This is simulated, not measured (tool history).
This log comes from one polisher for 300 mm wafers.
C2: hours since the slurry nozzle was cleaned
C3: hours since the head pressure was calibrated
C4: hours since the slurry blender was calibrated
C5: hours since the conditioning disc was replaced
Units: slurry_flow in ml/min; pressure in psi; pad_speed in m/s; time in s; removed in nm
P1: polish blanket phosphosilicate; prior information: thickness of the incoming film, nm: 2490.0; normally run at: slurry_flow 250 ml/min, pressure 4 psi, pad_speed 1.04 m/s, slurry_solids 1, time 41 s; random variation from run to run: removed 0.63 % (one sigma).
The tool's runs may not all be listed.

run 1 hour=6.4 | slurry_flow=250 pressure=4 pad_speed=1.04 slurry_solids=1 time=41 | wafers_polished_on_this_pad=403 C2=92.5 C3=401.7 C4=177 C5=137.9 | removed=398.19
run 2 hour=14.7 | slurry_flow=250 pressure=4 pad_speed=1.04 slurry_solids=1 time=41 | wafers_polished_on_this_pad=464 C2=100.8 C3=410 C4=185.3 C5=146.2 | removed=401.61
run 3 hour=21.2 | slurry_flow=150 pressure=4 pad_speed=1.04 slurry_solids=1 time=41 | wafers_polished_on_this_pad=513 C2=107.3 C3=416.5 C4=191.8 C5=152.7 | removed=374.37
run 4 hour=29.9 | slurry_flow=250 pressure=2.9 pad_speed=1.04 slurry_solids=1 time=41 | wafers_polished_on_this_pad=578 C2=116 C3=425.2 C4=200.5 C5=161.4 | removed=289.69
run 5 hour=40.1 | slurry_flow=250 pressure=4 pad_speed=1.04 slurry_solids=1 time=41 | wafers_polished_on_this_pad=654 C2=126.2 C3=435.4 C4=210.7 C5=171.6 | removed=402.36
-- hour=41.5 slurry nozzle cleaned
run 6 hour=50.6 | slurry_flow=250 pressure=4 pad_speed=1.04 slurry_solids=1 time=27 | wafers_polished_on_this_pad=732 C2=9.2 C3=445.9 C4=221.2 C5=182.1 | removed=262.98
run 7 hour=59.2 | slurry_flow=390 pressure=4 pad_speed=1.04 slurry_solids=1 time=41 | wafers_polished_on_this_pad=796 C2=17.8 C3=454.5 C4=229.8 C5=190.7 | removed=421.72
run 8 hour=64.5 | slurry_flow=310 pressure=4 pad_speed=1.04 slurry_solids=1 time=26 | wafers_polished_on_this_pad=836 C2=23.1 C3=459.8 C4=235.1 C5=196 | removed=260.96
run 9 hour=72.4 | slurry_flow=250 pressure=6 pad_speed=1.04 slurry_solids=1 time=41 | wafers_polished_on_this_pad=895 C2=31 C3=467.7 C4=243 C5=203.9 | removed=601.43
run 10 hour=77.5 | slurry_flow=250 pressure=4 pad_speed=1.04 slurry_solids=1 time=41 | wafers_polished_on_this_pad=933 C2=36.1 C3=472.8 C4=248.1 C5=209 | removed=401
run 11 hour=82.7 | slurry_flow=250 pressure=4 pad_speed=1.04 slurry_solids=1.35 time=56 | wafers_polished_on_this_pad=971 C2=41.3 C3=478 C4=253.3 C5=214.2 | removed=621.37
-- hour=90.3 head pressure recalibrated
run 12 hour=92.4 | slurry_flow=250 pressure=4 pad_speed=1.04 slurry_solids=1 time=57 | wafers_polished_on_this_pad=1044 C2=51 C3=2.1 C4=263 C5=223.9 | removed=558.14
run 13 hour=102.3 | slurry_flow=250 pressure=4 pad_speed=1.04 slurry_solids=1.5 time=41 | wafers_polished_on_this_pad=1117 C2=60.9 C3=12 C4=272.9 C5=233.8 | removed=472.11
run 14 hour=112.8 | slurry_flow=250 pressure=4 pad_speed=1.04 slurry_solids=1 time=41 | wafers_polished_on_this_pad=1196 C2=71.4 C3=22.5 C4=283.4 C5=244.3 | removed=403.04
run 15 hour=117.9 | slurry_flow=250 pressure=4 pad_speed=1.38 slurry_solids=1 time=41 | wafers_polished_on_this_pad=1234 C2=76.5 C3=27.6 C4=288.5 C5=249.4 | removed=503.49
run 16 hour=126.1 | slurry_flow=250 pressure=4 pad_speed=1.04 slurry_solids=1 time=41 | wafers_polished_on_this_pad=1295 C2=84.7 C3=35.8 C4=296.7 C5=257.6 | removed=407.63
run 17 hour=134.9 | slurry_flow=250 pressure=4 pad_speed=0.56 slurry_solids=1 time=41 | wafers_polished_on_this_pad=1360 C2=93.5 C3=44.6 C4=305.5 C5=266.4 | removed=244.58
run 18 hour=141.9 | slurry_flow=250 pressure=4 pad_speed=1.04 slurry_solids=0.75 time=41 | wafers_polished_on_this_pad=1413 C2=100.5 C3=51.6 C4=312.5 C5=273.4 | removed=347.46
run 19 hour=148.1 | slurry_flow=250 pressure=4 pad_speed=1.04 slurry_solids=1 time=41 | wafers_polished_on_this_pad=1459 C2=106.7 C3=57.8 C4=318.7 C5=279.6 | removed=403.96
run 20 hour=154.4 | slurry_flow=250 pressure=4 pad_speed=1.04 slurry_solids=1 time=41 | wafers_polished_on_this_pad=1506 C2=113 C3=64.1 C4=325 C5=285.9 | removed=392.21
run 21 hour=164.9 | slurry_flow=250 pressure=4 pad_speed=1.04 slurry_solids=1 time=41 | wafers_polished_on_this_pad=1584 C2=123.5 C3=74.6 C4=335.5 C5=296.4 | removed=379.52
run 22 hour=175.2 | slurry_flow=250 pressure=4 pad_speed=1.04 slurry_solids=1 time=41 | wafers_polished_on_this_pad=1661 C2=133.8 C3=84.9 C4=345.8 C5=306.7 | removed=373.94
run 23 hour=180.7 | slurry_flow=250 pressure=4 pad_speed=1.04 slurry_solids=1 time=41 | wafers_polished_on_this_pad=1702 C2=139.3 C3=90.4 C4=351.3 C5=312.2 | removed=367.66
run 24 hour=188.2 | slurry_flow=250 pressure=4 pad_speed=1.04 slurry_solids=1 time=41 | wafers_polished_on_this_pad=1758 C2=146.8 C3=97.9 C4=358.8 C5=319.7 | removed=363.21
-- hour=193.3 head pressure recalibrated
-- hour=194.1 conditioning disc replaced and pad reconditioned
run 25 hour=195.9 | slurry_flow=250 pressure=4 pad_speed=1.04 slurry_solids=1 time=41 | wafers_polished_on_this_pad=1815 C2=154.5 C3=2.6 C4=366.5 C5=1.9 | removed=362.45
-- hour=201.7 slurry nozzle cleaned
run 26 hour=205.4 | slurry_flow=250 pressure=4 pad_speed=1.04 slurry_solids=1 time=41 | wafers_polished_on_this_pad=1886 C2=3.8 C3=12.1 C4=376 C5=11.4 | removed=362.95
run 27 hour=211.3 | slurry_flow=250 pressure=4 pad_speed=1.04 slurry_solids=1 time=41 | wafers_polished_on_this_pad=1930 C2=9.7 C3=18 C4=381.9 C5=17.3 | removed=360.91

The next listed run, before its measurement:
run 28 hour=221.2 | slurry_flow=250 pressure=4 pad_speed=1.04 slurry_solids=1 time=41 | wafers_polished_on_this_pad=2004 C2=19.6 C3=27.9 C4=391.8 C5=27.2 | removed=?

removed: 358.5 nm

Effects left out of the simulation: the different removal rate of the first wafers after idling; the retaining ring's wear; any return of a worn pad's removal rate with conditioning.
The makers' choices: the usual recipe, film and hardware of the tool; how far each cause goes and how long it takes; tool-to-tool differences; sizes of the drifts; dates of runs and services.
